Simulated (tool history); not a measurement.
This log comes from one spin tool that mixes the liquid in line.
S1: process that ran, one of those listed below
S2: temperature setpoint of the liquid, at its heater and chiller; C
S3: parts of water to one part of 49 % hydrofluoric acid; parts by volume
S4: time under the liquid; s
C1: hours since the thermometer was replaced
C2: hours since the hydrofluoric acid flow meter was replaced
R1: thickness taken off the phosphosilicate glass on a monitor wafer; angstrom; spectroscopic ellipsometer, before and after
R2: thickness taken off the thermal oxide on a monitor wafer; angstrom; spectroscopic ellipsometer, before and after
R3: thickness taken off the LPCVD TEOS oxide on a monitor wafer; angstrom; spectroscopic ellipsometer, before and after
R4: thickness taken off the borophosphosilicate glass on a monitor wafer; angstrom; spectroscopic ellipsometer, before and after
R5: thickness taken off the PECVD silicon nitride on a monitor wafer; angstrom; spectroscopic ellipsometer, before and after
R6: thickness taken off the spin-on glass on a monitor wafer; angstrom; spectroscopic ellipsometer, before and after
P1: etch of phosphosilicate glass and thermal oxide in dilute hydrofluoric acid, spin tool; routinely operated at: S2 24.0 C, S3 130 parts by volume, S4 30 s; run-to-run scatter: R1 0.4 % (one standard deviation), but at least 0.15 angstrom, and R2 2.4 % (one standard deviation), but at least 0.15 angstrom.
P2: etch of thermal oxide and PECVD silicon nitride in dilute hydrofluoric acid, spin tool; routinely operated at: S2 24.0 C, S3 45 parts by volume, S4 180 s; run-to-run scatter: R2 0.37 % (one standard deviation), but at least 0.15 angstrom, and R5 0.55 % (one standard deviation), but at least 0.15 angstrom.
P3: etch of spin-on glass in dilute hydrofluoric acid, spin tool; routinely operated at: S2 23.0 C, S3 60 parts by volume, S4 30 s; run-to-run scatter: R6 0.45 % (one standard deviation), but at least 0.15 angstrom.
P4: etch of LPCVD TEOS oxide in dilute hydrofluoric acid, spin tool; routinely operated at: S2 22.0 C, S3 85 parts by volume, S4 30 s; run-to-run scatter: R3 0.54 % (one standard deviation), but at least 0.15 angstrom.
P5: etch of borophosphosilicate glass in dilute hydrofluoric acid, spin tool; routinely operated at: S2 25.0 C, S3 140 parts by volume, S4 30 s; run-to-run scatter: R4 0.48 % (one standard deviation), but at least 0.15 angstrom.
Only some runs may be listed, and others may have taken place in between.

{"run": 1, "hour": 5.1, "S1": "P1", "S2": 24.0, "S3": 130, "S4": 30, "C1": 1541.6, "C2": 1258.6, "R1": 157.93, "R2": 11.187}
{"run": 2, "hour": 11.1, "S1": "P4", "S2": 28.0, "S3": 85, "S4": 30, "C1": 1547.6, "C2": 1264.6, "R3": 95.637}
{"run": 3, "hour": 18.0, "S1": "P5", "S2": 25.0, "S3": 140, "S4": 30, "C1": 1554.5, "C2": 1271.5, "R4": 181.46}
{"run": 4, "hour": 22.5, "S1": "P2", "S2": 24.0, "S3": 45, "S4": 180, "C1": 1559.0, "C2": 1276.0, "R2": 209.75, "R5": 86.363}
{"run": 5, "hour": 28.8, "S1": "P1", "S2": 24.0, "S3": 130, "S4": 30, "C1": 1565.3, "C2": 1282.3, "R1": 157.13, "R2": 10.843}
{"run": 6, "hour": 35.9, "S1": "P3", "S2": 23.0, "S3": 60, "S4": 30, "C1": 1572.4, "C2": 1289.4, "R6": 196.21}
{"run": 7, "hour": 43.3, "S1": "P1", "S2": 24.0, "S3": 130, "S4": 30, "C1": 1579.8, "C2": 1296.8, "R1": 158.13, "R2": 10.575}
{"run": 8, "hour": 50.6, "S1": "P1", "S2": 24.0, "S3": 215, "S4": 30, "C1": 1587.1, "C2": 1304.1, "R1": 86.235, "R2": 6.4716}
{"run": 9, "hour": 59.8, "S1": "P2", "S2": 24.0, "S3": 45, "S4": 70, "C1": 1596.3, "C2": 1313.3, "R2": 81.778, "R5": 33.804}
{"run": 10, "hour": 67.6, "S1": "P1", "S2": 20.0, "S3": 130, "S4": 30, "C1": 1604.1, "C2": 1321.1, "R1": 134.08, "R2": 8.6337}
{"run": 11, "hour": 72.3, "S1": "P5", "S2": 20.5, "S3": 140, "S4": 30, "C1": 1608.8, "C2": 1325.8, "R4": 150.96}
{"run": 12, "hour": 78.0, "S1": "P1", "S2": 24.0, "S3": 130, "S4": 30, "C1": 1614.5, "C2": 1331.5, "R1": 156.87, "R2": 11.56}
{"run": 13, "hour": 82.5, "S1": "P3", "S2": 23.0, "S3": 60, "S4": 55, "C1": 1619.0, "C2": 1336.0, "R6": 357.8}
{"run": 14, "hour": 89.8, "S1": "P1", "S2": 24.0, "S3": 130, "S4": 60, "C1": 1626.3, "C2": 1343.3, "R1": 315.66, "R2": 20.68}
{"run": 15, "hour": 96.9, "S1": "P5", "S2": 25.0, "S3": 140, "S4": 30, "C1": 1633.4, "C2": 1350.4, "R4": 177.67}
{"run": 16, "hour": 103.7, "S1": "P3", "S2": 23.0, "S3": 110, "S4": 30, "C1": 1640.2, "C2": 1357.2, "R6": 100.68}
{"run": 17, "hour": 111.4, "S1": "P1", "S2": 30.5, "S3": 130, "S4": 30, "C1": 1647.9, "C2": 1364.9, "R1": 199.87, "R2": 14.334}
{"run": 18, "hour": 116.7, "S1": "P1", "S2": 24.0, "S3": 130, "S4": 30, "C1": 1653.2, "C2": 1370.2, "R1": 157.48, "R2": 11.169}
{"run": 19, "hour": 121.4, "S1": "P5", "S2": 25.0, "S3": 140, "S4": 55, "C1": 1657.9, "C2": 1374.9, "R4": 326.39}
{"run": 20, "hour": 130.2, "S1": "P4", "S2": 22.0, "S3": 85, "S4": 60, "C1": 1666.7, "C2": 1383.7, "R3": 151.86}
{"run": 21, "hour": 137.2, "S1": "P4", "S2": 22.0, "S3": 35, "S4": 30, "C1": 1673.7, "C2": 1390.7, "R3": 194.29}
{"run": 22, "hour": 146.6, "S1": "P1", "S2": 17.5, "S3": 55, "S4": 30, "C1": 1683.1, "C2": 1400.1, "R1": 311.87, "R2": 21.267}
{"run": 23, "hour": 154.5, "S1": "P2", "S2": 24.0, "S3": 70, "S4": 180, "C1": 1691.0, "C2": 1408.0, "R2": 130.31, "R5": 56.089}
{"run": 24, "hour": 159.8, "S1": "P1", "S2": 24.0, "S3": 25, "S4": 30, "C1": 1696.3, "C2": 1413.3, "R1": 934.28, "R2": 66.314}
{"run": 25, "hour": 166.4, "S1": "P2", "S2": 24.0, "S3": 45, "S4": 180, "C1": 1702.9, "C2": 1419.9, "R2": 209.34, "R5": 86.847}
{"run": 26, "hour": 173.1, "S1": "P3", "S2": 17.0, "S3": 60, "S4": 30, "C1": 1709.6, "C2": 1426.6, "R6": 151.32}
{"run": 27, "hour": 177.8, "S1": "P2", "S2": 18.5, "S3": 45, "S4": 180, "C1": 1714.3, "C2": 1431.3, "R2": 166.12, "R5": 58.927}
{"run": 28, "hour": 185.5, "S1": "P4", "S2": 22.0, "S3": 85, "S4": 30, "C1": 1722.0, "C2": 1439.0, "R3": 75.869}
{"run": 29, "hour": 194.7, "S1": "P5", "S2": 25.0, "S3": 65, "S4": 30, "C1": 1731.2, "C2": 1448.2, "R4": 426.53}
{"run": 30, "hour": 200.8, "S1": "P1", "S2": 24.0, "S3": 130, "S4": 15, "C1": 1737.3, "C2": 1454.3, "R1": 78.511, "R2": 5.5157}
{"run": 31, "hour": 206.6, "S1": "P4", "S2": 22.0, "S3": 85, "S4": 30, "C1": 1743.1, "C2": 1460.1, "R3": 75.578}
{"run": 32, "hour": 215.5, "S1": "P1", "S2": 24.0, "S3": 130, "S4": 30, "C1": 1752.0, "C2": 1469.0, "R1": 157.86, "R2": 11.116}
{"run": 33, "hour": 222.1, "S1": "P1", "S2": 24.0, "S3": 130, "S4": 30, "C1": 1758.6, "C2": 1475.6, "R1": 151.7, "R2": 10.264}
{"run": 34, "hour": 230.6, "S1": "P1", "S2": 24.0, "S3": 130, "S4": 30, "C1": 1767.1, "C2": 1484.1, "R1": 148.66, "R2": 10.681}
{"run": 35, "hour": 235.4, "S1": "P1", "S2": 24.0, "S3": 130, "S4": 30, "C1": 1771.9, "C2": 1488.9, "R1": 146.71, "R2": 10.007}
{"run": 36, "hour": 242.1, "S1": "P1", "S2": 24.0, "S3": 130, "S4": 30, "C1": 1778.6, "C2": 1495.6, "R1": 145.56, "R2": 10.345}

For run 37, what comes out?
{"run": 37, "hour": 251.5, "S1": "P1", "S2": 24.0, "S3": 130, "S4": 30, "C1": 1788.0, "C2": 1505.0, "R1": "?", "R2": "?"}

Run 37 measured R1 144.720 angstrom, R2 10.2240 angstrom.
